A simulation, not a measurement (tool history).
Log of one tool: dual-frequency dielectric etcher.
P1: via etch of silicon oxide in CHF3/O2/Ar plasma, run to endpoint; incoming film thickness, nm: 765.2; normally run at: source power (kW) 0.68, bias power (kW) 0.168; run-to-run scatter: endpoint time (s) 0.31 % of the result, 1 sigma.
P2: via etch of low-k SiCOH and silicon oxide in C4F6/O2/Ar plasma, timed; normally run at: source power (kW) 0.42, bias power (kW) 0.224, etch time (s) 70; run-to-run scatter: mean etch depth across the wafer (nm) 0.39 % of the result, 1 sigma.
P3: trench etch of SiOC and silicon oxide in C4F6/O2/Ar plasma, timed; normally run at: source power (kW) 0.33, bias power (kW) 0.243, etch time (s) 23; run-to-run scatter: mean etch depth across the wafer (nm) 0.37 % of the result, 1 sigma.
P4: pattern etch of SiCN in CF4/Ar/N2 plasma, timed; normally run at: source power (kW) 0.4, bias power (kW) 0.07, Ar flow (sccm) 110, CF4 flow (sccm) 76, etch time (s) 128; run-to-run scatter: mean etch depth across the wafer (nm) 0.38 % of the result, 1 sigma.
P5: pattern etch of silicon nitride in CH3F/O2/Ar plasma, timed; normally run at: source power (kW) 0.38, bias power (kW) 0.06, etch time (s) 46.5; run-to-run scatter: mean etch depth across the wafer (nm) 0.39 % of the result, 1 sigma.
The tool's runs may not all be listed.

run	hour	process that ran	source power (kW)	bias power (kW)	Ar flow (sccm)	CF4 flow (sccm)	etch time (s)	hours since the last wet clean	hours since the last source power generator calibration	hours since the last bias power generator calibration	endpoint time (s)	mean etch depth across the wafer (nm)
1	6.5	P1	0.68	0.168				177.2	1583.6	1555.1	375.35	
2	12.1	P4	0.54	0.07	110	76	128	182.8	1589.2	1560.7		127.56
3	18.7	P4	0.4	0.07	78	76	128	189.4	1595.8	1567.3		101.97
4	26.8	P3	0.33	0.156			23	197.5	1603.9	1575.4		39.469
5	33.9	P1	0.68	0.219				204.6	1611	1582.5	342.14	
# hour 35.6: source power generator calibrated
6	40.1	P3	0.45	0.243			23	210.8	4.5	1588.7		51.257
7	45.3	P5	0.38	0.08			46.5	216	9.7	1593.9		32.875
8	53.1	P2	0.53	0.224			70	223.8	17.5	1601.7		211.58
9	59.1	P5	0.38	0.06			46.5	229.8	23.5	1607.7		29.663
10	66.6	P1	0.68	0.168				237.3	31	1615.2	372.96	
# hour 70: bias power generator calibrated
11	72	P4	0.4	0.07	110	105	128	242.7	36.4	2		102.37
12	78.5	P1	0.5	0.168				249.2	42.9	8.5	421.25	
13	83.8	P2	0.42	0.169			70	254.5	48.2	13.8		176.55
14	91.3	P1	0.81	0.141				262	55.7	21.3	369.72	
15	98.1	P1	0.93	0.168				268.8	62.5	28.1	333.07	
16	105.7	P3	0.33	0.243			34.5	276.4	70.1	35.7		68.501
17	110.3	P4	0.4	0.07	110	76	182.5	281	74.7	40.3		139.19
18	118.6	P1	0.68	0.168				289.3	83	48.6	374.66	
19	122.3	P5	0.38	0.06			69	293	86.7	52.3		44.056
20	126.2	P4	0.4	0.07	110	76	128	296.9	90.6	56.2		97.987
21	134.6	P5	0.53	0.06			46.5	305.3	99	64.6		33.605

Run 22 comes next. What will it give?
22	140.7	P2	0.42	0.224			50	311.4	105.1	70.7		?

Run 22 gave mean etch depth across the wafer (nm) 138.53.

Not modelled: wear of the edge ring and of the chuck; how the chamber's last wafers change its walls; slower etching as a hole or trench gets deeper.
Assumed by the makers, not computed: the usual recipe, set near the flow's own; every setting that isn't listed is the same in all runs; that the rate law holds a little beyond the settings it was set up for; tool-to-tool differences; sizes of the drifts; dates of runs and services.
